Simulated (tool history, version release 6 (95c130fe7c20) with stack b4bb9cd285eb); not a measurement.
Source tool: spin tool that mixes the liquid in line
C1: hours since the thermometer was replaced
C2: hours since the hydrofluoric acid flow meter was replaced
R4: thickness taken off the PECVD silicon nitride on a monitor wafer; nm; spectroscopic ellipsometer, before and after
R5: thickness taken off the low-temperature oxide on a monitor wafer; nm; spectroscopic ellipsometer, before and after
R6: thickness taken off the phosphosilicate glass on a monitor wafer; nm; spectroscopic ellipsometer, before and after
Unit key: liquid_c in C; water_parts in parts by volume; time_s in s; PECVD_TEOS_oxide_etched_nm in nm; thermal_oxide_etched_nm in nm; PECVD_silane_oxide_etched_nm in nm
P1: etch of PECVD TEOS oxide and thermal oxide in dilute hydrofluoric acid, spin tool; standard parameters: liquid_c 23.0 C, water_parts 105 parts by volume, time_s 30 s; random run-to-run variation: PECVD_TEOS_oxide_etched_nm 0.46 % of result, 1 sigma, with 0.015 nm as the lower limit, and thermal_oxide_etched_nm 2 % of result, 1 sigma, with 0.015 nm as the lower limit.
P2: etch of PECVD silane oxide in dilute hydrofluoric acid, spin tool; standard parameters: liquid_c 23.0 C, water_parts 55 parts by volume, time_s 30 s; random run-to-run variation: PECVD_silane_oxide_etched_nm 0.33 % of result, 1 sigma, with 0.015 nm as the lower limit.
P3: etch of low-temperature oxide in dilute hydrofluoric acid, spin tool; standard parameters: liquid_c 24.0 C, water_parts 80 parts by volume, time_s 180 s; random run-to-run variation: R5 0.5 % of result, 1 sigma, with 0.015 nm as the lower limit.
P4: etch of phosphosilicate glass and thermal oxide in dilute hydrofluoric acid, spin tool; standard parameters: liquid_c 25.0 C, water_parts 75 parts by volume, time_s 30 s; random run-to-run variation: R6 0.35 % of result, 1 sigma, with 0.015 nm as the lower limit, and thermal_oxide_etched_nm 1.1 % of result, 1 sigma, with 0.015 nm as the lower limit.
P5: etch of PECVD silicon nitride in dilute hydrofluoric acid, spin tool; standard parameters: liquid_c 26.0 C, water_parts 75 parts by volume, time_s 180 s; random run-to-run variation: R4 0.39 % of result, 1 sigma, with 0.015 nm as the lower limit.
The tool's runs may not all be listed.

{"run": 1, "hour": 5.5, "process": "P1", "liquid_c": 23.0, "water_parts": 105, "time_s": 30, "C1": 1443.0, "C2": 862.0, "PECVD_TEOS_oxide_etched_nm": 7.7434, "thermal_oxide_etched_nm": 1.3161}
{"run": 2, "hour": 8.6, "process": "P2", "liquid_c": 19.0, "water_parts": 55, "time_s": 30, "C1": 1446.1, "C2": 865.1, "PECVD_silane_oxide_etched_nm": 14.216}
{"run": 3, "hour": 13.5, "process": "P5", "liquid_c": 26.0, "water_parts": 20, "time_s": 180, "C1": 1451.0, "C2": 870.0, "R4": 53.289}
{"run": 4, "hour": 18.1, "process": "P5", "liquid_c": 26.0, "water_parts": 75, "time_s": 180, "C1": 1455.6, "C2": 874.6, "R4": 14.672}
{"run": 5, "hour": 24.2, "process": "P1", "liquid_c": 17.5, "water_parts": 105, "time_s": 30, "C1": 1461.7, "C2": 880.7, "PECVD_TEOS_oxide_etched_nm": 6.2233, "thermal_oxide_etched_nm": 1.0421}
{"run": 6, "hour": 29.1, "process": "P5", "liquid_c": 26.0, "water_parts": 75, "time_s": 180, "C1": 1466.6, "C2": 885.6, "R4": 14.722}
{"run": 7, "hour": 33.4, "process": "P3", "liquid_c": 24.0, "water_parts": 80, "time_s": 180, "C1": 1470.9, "C2": 889.9, "R5": 24.335}
{"run": 8, "hour": 38.9, "process": "P1", "liquid_c": 23.0, "water_parts": 70, "time_s": 30, "C1": 1476.4, "C2": 895.4, "PECVD_TEOS_oxide_etched_nm": 12.199, "thermal_oxide_etched_nm": 2.1357}
{"run": 9, "hour": 45.5, "process": "P5", "liquid_c": 33.5, "water_parts": 75, "time_s": 180, "C1": 1483.0, "C2": 902.0, "R4": 23.757}
{"run": 10, "hour": 50.1, "process": "P3", "liquid_c": 24.0, "water_parts": 80, "time_s": 180, "C1": 1487.6, "C2": 906.6, "R5": 24.328}
{"run": 11, "hour": 53.5, "process": "P1", "liquid_c": 23.0, "water_parts": 105, "time_s": 30, "C1": 1491.0, "C2": 910.0, "PECVD_TEOS_oxide_etched_nm": 7.8057, "thermal_oxide_etched_nm": 1.3092}
{"run": 12, "hour": 59.0, "process": "P4", "liquid_c": 17.0, "water_parts": 75, "time_s": 30, "C1": 1496.5, "C2": 915.5, "thermal_oxide_etched_nm": 1.5292, "R6": 37.03}
{"run": 13, "hour": 63.6, "process": "P5", "liquid_c": 26.0, "water_parts": 75, "time_s": 20, "C1": 1501.1, "C2": 920.1, "R4": 1.6375}
{"run": 14, "hour": 69.2, "process": "P2", "liquid_c": 23.0, "water_parts": 30, "time_s": 30, "C1": 1506.7, "C2": 925.7, "PECVD_silane_oxide_etched_nm": 31.479}
{"run": 15, "hour": 74.4, "process": "P4", "liquid_c": 25.0, "water_parts": 75, "time_s": 15, "C1": 1511.9, "C2": 930.9, "thermal_oxide_etched_nm": 1.0844, "R6": 25.639}
{"run": 16, "hour": 79.3, "process": "P1", "liquid_c": 23.0, "water_parts": 105, "time_s": 55, "C1": 1516.8, "C2": 935.8, "PECVD_TEOS_oxide_etched_nm": 14.242, "thermal_oxide_etched_nm": 2.4801}
{"run": 17, "hour": 84.2, "process": "P3", "liquid_c": 24.0, "water_parts": 110, "time_s": 180, "C1": 1521.7, "C2": 940.7, "R5": 17.048}
{"run": 18, "hour": 88.9, "process": "P3", "liquid_c": 30.5, "water_parts": 80, "time_s": 180, "C1": 1526.4, "C2": 945.4, "R5": 31.221}
{"run": 19, "hour": 96.0, "process": "P4", "liquid_c": 25.0, "water_parts": 75, "time_s": 30, "C1": 1533.5, "C2": 952.5, "thermal_oxide_etched_nm": 2.1088, "R6": 51.143}
{"run": 20, "hour": 102.3, "process": "P2", "liquid_c": 23.0, "water_parts": 55, "time_s": 15, "C1": 1539.8, "C2": 958.8, "PECVD_silane_oxide_etched_nm": 8.3464}
{"run": 21, "hour": 107.0, "process": "P3", "liquid_c": 24.0, "water_parts": 80, "time_s": 360, "C1": 1544.5, "C2": 963.5, "R5": 48.564}
{"run": 22, "hour": 112.7, "process": "P4", "liquid_c": 25.0, "water_parts": 20, "time_s": 30, "C1": 1550.2, "C2": 969.2, "thermal_oxide_etched_nm": 8.476, "R6": 208.49}
{"run": 23, "hour": 116.6, "process": "P1", "liquid_c": 23.0, "water_parts": 180, "time_s": 30, "C1": 1554.1, "C2": 973.1, "PECVD_TEOS_oxide_etched_nm": 4.1678, "thermal_oxide_etched_nm": 0.69904}
{"run": 24, "hour": 121.6, "process": "P1", "liquid_c": 19.5, "water_parts": 105, "time_s": 45, "C1": 1559.1, "C2": 978.1, "PECVD_TEOS_oxide_etched_nm": 10.177, "thermal_oxide_etched_nm": 1.7357}
{"run": 25, "hour": 126.3, "process": "P1", "liquid_c": 23.0, "water_parts": 105, "time_s": 30, "C1": 1563.8, "C2": 982.8, "PECVD_TEOS_oxide_etched_nm": 7.8592, "thermal_oxide_etched_nm": 1.3215}
{"run": 26, "hour": 130.9, "process": "P1", "liquid_c": 30.0, "water_parts": 105, "time_s": 30, "C1": 1568.4, "C2": 987.4, "PECVD_TEOS_oxide_etched_nm": 10.131, "thermal_oxide_etched_nm": 1.7116}
{"run": 27, "hour": 137.0, "process": "P2", "liquid_c": 23.0, "water_parts": 55, "time_s": 30, "C1": 1574.5, "C2": 993.5, "PECVD_silane_oxide_etched_nm": 16.741}
{"run": 28, "hour": 141.1, "process": "P1", "liquid_c": 23.0, "water_parts": 105, "time_s": 30, "C1": 1578.6, "C2": 997.6, "PECVD_TEOS_oxide_etched_nm": 7.723, "thermal_oxide_etched_nm": 1.3243}
{"run": 29, "hour": 147.2, "process": "P1", "liquid_c": 23.0, "water_parts": 105, "time_s": 15, "C1": 1584.7, "C2": 1003.7, "PECVD_TEOS_oxide_etched_nm": 3.8848, "thermal_oxide_etched_nm": 0.6567}
{"run": 30, "hour": 152.7, "process": "P1", "liquid_c": 23.0, "water_parts": 105, "time_s": 30, "C1": 1590.2, "C2": 1009.2, "PECVD_TEOS_oxide_etched_nm": 7.7867, "thermal_oxide_etched_nm": 1.318}
{"run": 31, "hour": 159.4, "process": "P1", "liquid_c": 23.0, "water_parts": 105, "time_s": 30, "C1": 1596.9, "C2": 1015.9, "PECVD_TEOS_oxide_etched_nm": 8.2469, "thermal_oxide_etched_nm": 1.3887}
{"run": 32, "hour": 162.7, "process": "P1", "liquid_c": 23.0, "water_parts": 105, "time_s": 30, "C1": 1600.2, "C2": 1019.2, "PECVD_TEOS_oxide_etched_nm": 8.2992, "thermal_oxide_etched_nm": 1.3685}
{"run": 33, "hour": 167.4, "process": "P1", "liquid_c": 23.0, "water_parts": 105, "time_s": 30, "C1": 1604.9, "C2": 1023.9, "PECVD_TEOS_oxide_etched_nm": 8.3458, "thermal_oxide_etched_nm": 1.4329}
{"run": 34, "hour": 171.4, "process": "P1", "liquid_c": 23.0, "water_parts": 105, "time_s": 30, "C1": 1608.9, "C2": 1027.9, "PECVD_TEOS_oxide_etched_nm": 8.3853, "thermal_oxide_etched_nm": 1.423}
{"run": 35, "hour": 174.9, "process": "P1", "liquid_c": 23.0, "water_parts": 105, "time_s": 30, "C1": 1612.4, "C2": 1031.4, "PECVD_TEOS_oxide_etched_nm": 8.3615, "thermal_oxide_etched_nm": 1.4584}
{"run": 36, "hour": 178.5, "process": "P1", "liquid_c": 23.0, "water_parts": 105, "time_s": 30, "C1": 1616.0, "C2": 1035.0, "PECVD_TEOS_oxide_etched_nm": 8.3688, "thermal_oxide_etched_nm": 1.4072}

The output of P1 has drifted from where it used to be. Each of the 2 causes below, taken at the size shown beside it, accounts for the log equally well:
A: liquid hotter than its thermometer reads (K) = 1.75
B: hydrofluoric acid flow above the setpoint (%) = 6.35
The process output started creeping at around hour 152.7.

Listed below are the offered check runs, one wafer per run, with question marks in place of results. For which of them would the causes give clearly different outcomes?
{"run": "check 1", "hour": 182.1, "process": "P4", "liquid_c": 25.0, "water_parts": 75, "time_s": 30, "thermal_oxide_etched_nm": "?", "R6": "?"}
{"run": "check 2", "hour": 182.1, "process": "P2", "liquid_c": 23.0, "water_parts": 55, "time_s": 30, "PECVD_silane_oxide_etched_nm": "?"}
{"run": "check 3", "hour": 182.1, "process": "P3", "liquid_c": 24.0, "water_parts": 80, "time_s": 180, "R5": "?"}
{"run": "check 4", "hour": 182.1, "process": "P5", "liquid_c": 26.0, "water_parts": 75, "time_s": 180, "R4": "?"}

What each check would give under each cause:
check=check_1 result=thermal_oxide_etched_nm if_A=2.26590 if_B=2.26130
check=check_1 result=R6 if_A=55.076 if_B=54.964
check=check_2 result=PECVD_silane_oxide_etched_nm if_A=17.9900 if_B=17.8800
check=check_3 result=R5 if_A=26.085 if_B=26.029
check=check_4 result=R4 if_A=16.4720 if_B=15.6190
Gap, in per cent, between the two causes that each check separates least, read from the result that separates them most: check 1 0.2 %; check 2 0.61 %; check 3 0.21 %; check 4 5.31 %
The causes can be told apart only by check 4. The other checks would give nearly the same results under each of them.

Check 4 was carried out, with these results: R4 15.7630 nm. Which of the listed causes is responsible?

The cause is B: hydrofluoric acid flow above the setpoint (%).
